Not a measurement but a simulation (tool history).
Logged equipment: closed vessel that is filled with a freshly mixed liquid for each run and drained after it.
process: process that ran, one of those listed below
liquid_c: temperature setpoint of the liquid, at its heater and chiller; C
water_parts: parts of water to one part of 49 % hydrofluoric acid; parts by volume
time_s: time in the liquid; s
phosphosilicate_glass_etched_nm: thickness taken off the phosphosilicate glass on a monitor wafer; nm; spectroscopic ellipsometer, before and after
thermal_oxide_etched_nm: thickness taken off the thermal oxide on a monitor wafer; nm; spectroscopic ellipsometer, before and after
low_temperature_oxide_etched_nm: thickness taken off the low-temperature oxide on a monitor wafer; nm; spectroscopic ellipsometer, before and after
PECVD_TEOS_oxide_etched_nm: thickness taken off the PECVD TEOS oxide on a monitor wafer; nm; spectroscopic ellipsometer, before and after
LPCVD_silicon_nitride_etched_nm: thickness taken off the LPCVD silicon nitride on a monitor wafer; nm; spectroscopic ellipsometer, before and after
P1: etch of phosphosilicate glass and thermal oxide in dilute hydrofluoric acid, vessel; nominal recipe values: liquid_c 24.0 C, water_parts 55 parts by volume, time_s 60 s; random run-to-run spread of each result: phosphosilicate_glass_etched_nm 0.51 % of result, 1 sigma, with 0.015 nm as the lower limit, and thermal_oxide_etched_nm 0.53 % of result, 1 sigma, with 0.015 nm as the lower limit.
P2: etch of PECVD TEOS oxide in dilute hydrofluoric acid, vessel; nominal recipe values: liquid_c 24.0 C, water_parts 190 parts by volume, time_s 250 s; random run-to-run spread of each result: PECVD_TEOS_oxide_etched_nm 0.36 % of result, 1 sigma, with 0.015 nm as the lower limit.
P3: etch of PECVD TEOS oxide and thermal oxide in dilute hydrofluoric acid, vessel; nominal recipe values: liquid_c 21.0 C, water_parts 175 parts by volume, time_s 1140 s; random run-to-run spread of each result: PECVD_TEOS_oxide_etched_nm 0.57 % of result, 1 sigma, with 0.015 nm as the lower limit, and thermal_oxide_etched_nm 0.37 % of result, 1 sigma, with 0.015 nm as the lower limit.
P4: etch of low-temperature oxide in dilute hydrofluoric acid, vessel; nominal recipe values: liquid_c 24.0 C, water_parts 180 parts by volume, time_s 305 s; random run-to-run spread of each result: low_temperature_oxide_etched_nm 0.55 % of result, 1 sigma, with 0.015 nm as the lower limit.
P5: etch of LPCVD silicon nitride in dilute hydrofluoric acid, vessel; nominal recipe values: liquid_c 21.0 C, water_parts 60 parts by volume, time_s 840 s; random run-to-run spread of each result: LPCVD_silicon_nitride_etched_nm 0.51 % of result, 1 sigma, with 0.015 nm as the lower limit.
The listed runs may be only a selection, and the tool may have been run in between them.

| run | day | process | liquid_c | water_parts | time_s | hours since the thermometer was replaced | hours since the hydrofluoric acid flow meter was replaced | phosphosilicate_glass_etched_nm | thermal_oxide_etched_nm | low_temperature_oxide_etched_nm | PECVD_TEOS_oxide_etched_nm | LPCVD_silicon_nitride_etched_nm |
|---|---|---|---|---|---|---|---|---|---|---|---|---|
| 1 | 0.312 | P1 | 24.0 | 55 | 60 | 1391.2 | 216.5 | 168.510 | 5.3903 |  |  |  |
| 2 | 0.608 | P1 | 24.0 | 25 | 60 | 1398.3 | 223.6 | 386.640 | 12.3190 |  |  |  |
| 3 | 0.996 | P1 | 24.0 | 55 | 60 | 1407.6 | 232.9 | 168.890 | 5.4077 |  |  |  |
| 4 | 1.321 | P1 | 24.0 | 55 | 120 | 1415.4 | 240.7 | 336.620 | 10.8310 |  |  |  |
| 5 | 1.662 | P1 | 29.5 | 55 | 60 | 1423.6 | 248.9 | 208.890 | 6.6733 |  |  |  |
| 6 | 2.029 | P4 | 24.0 | 180 | 35 | 1432.4 | 257.7 |  |  | 2.7335 |  |  |
| 7 | 2.338 | P1 | 24.0 | 20 | 90 | 1439.8 | 265.1 | 730.270 | 23.1740 |  |  |  |
| 8 | 2.708 | P4 | 24.0 | 180 | 305 | 1448.7 | 274.0 |  |  | 23.8950 |  |  |
| 9 | 3.046 | P1 | 24.0 | 20 | 35 | 1456.8 | 282.1 | 281.960 | 9.0428 |  |  |  |
| 10 | 3.400 | P3 | 21.0 | 175 | 360 | 1465.3 | 290.6 |  | 8.0117 |  | 13.707 |  |
| 11 | 3.888 | P2 | 24.0 | 190 | 35 | 1477.0 | 302.3 |  |  |  | 2.924 |  |
| 12 | 4.388 | P5 | 21.0 | 60 | 840 | 1489.0 | 314.3 |  |  |  |  | 5.6662 |
| 13 | 4.862 | P3 | 17.0 | 175 | 1140 | 1500.4 | 325.7 |  | 21.5800 |  | 36.786 |  |
|  | 5.354 | hydrofluoric acid flow meter replaced |
| 14 | 5.392 | P5 | 21.0 | 60 | 255 | 1513.1 | 1.0 |  |  |  |  | 1.7210 |
| 15 | 5.638 | P2 | 24.0 | 115 | 250 | 1519.0 | 6.9 |  |  |  | 37.813 |  |
| 16 | 5.975 | P1 | 24.0 | 55 | 60 | 1527.1 | 15.0 | 168.320 | 5.3159 |  |  |  |
| 17 | 6.471 | P4 | 18.5 | 180 | 305 | 1539.0 | 26.9 |  |  | 19.2040 |  |  |
| 18 | 6.771 | P1 | 24.0 | 55 | 60 | 1546.2 | 34.1 | 168.120 | 5.3641 |  |  |  |
| 19 | 7.271 | P1 | 24.0 | 90 | 30 | 1558.2 | 46.1 | 49.364 | 1.5827 |  |  |  |
| 20 | 7.738 | P1 | 24.0 | 55 | 60 | 1569.4 | 57.3 | 168.300 | 5.4346 |  |  |  |
| 21 | 8.254 | P1 | 24.0 | 100 | 60 | 1581.8 | 69.7 | 86.575 | 2.7890 |  |  |  |
| 22 | 8.496 | P2 | 17.0 | 190 | 250 | 1587.6 | 75.5 |  |  |  | 15.932 |  |
| 23 | 9.029 | P3 | 21.0 | 30 | 1140 | 1600.4 | 88.3 |  | 173.7600 |  | 295.880 |  |
| 24 | 9.558 | P2 | 24.0 | 190 | 250 | 1613.1 | 101.0 |  |  |  | 21.111 |  |
| 25 | 9.917 | P1 | 24.0 | 55 | 30 | 1621.7 | 109.6 | 84.560 | 2.7000 |  |  |  |
| 26 | 10.167 | P5 | 27.5 | 60 | 840 | 1627.7 | 115.6 |  |  |  |  | 8.7926 |
| 27 | 10.446 | P5 | 21.0 | 100 | 840 | 1634.4 | 122.3 |  |  |  |  | 3.4253 |
| 28 | 10.925 | P3 | 21.0 | 175 | 1140 | 1645.9 | 133.8 |  | 25.1470 |  | 42.714 |  |
| 29 | 11.242 | P4 | 24.0 | 35 | 305 | 1653.5 | 141.4 |  |  | 145.3900 |  |  |
| 30 | 11.771 | P1 | 19.0 | 55 | 60 | 1666.2 | 154.1 | 136.030 | 4.4097 |  |  |  |
| 31 | 12.142 | P1 | 24.0 | 55 | 60 | 1675.1 | 163.0 | 167.330 | 5.3545 |  |  |  |
| 32 | 12.488 | P1 | 24.0 | 55 | 60 | 1683.4 | 171.3 | 162.330 | 5.2246 |  |  |  |
| 33 | 12.925 | P1 | 24.0 | 55 | 60 | 1693.9 | 181.8 | 159.050 | 5.0937 |  |  |  |
| 34 | 13.429 | P1 | 24.0 | 55 | 60 | 1706.0 | 193.9 | 155.800 | 5.0300 |  |  |  |
| 35 | 13.658 | P1 | 24.0 | 55 | 60 | 1711.5 | 199.4 | 157.110 | 5.0052 |  |  |  |
| 36 | 14.188 | P1 | 24.0 | 55 | 60 | 1724.2 | 212.1 | 155.680 | 4.9423 |  |  |  |
| 37 | 14.467 | P1 | 24.0 | 55 | 60 | 1730.9 | 218.8 | 156.390 | 4.9844 |  |  |  |

What P1 gives has crept off from where it sat before. The 2 causes that follow fit the log equally well, each at the size noted:
A: hydrofluoric acid flow below the setpoint (%) = 6.63
B: liquid colder than its thermometer reads (K) = 1.79
The creep began at about day 12.142.

The check runs listed below each take one wafer, and their results are still question marks. Under which run would the listed causes lead to clearly different results?
| check 1 | 14.746 | P4 | 24.0 | 50 | 305 |  |  |  |  | ? |  |  |
| check 2 | 14.746 | P2 | 17.0 | 190 | 135 |  |  |  |  |  | ? |  |
| check 3 | 14.746 | P3 | 18.0 | 30 | 1140 |  |  |  | ? |  | ? |  |
| check 4 | 14.746 | P5 | 21.0 | 90 | 840 |  |  |  |  |  |  | ? |

What every check run would give for each of its results, assuming each possible cause in turn:
| check | result | if A | if B |
|---|---|---|---|
| check 1 | low_temperature_oxide_etched_nm | 93.1760 | 93.0920 |
| check 2 | PECVD_TEOS_oxide_etched_nm | 7.9744 | 8.0428 |
| check 3 | thermal_oxide_etched_nm | 142.1800 | 141.0800 |
| check 3 | PECVD_TEOS_oxide_etched_nm | 243.4300 | 241.5400 |
| check 4 | LPCVD_silicon_nitride_etched_nm | 3.5517 | 3.3613 |
Smallest distance between any two causes, each pair judged by its most separating result, in per cent: check 1 0.09 %; check 2 0.85 %; check 3 0.78 %; check 4 5.51 %
The causes can be told apart only by check 4. The other checks would give nearly the same results under each of them.

Then check 4 was run and gave: LPCVD_silicon_nitride_etched_nm 3.5485 nm. Which cause is it?

It is A: hydrofluoric acid flow below the setpoint (%).
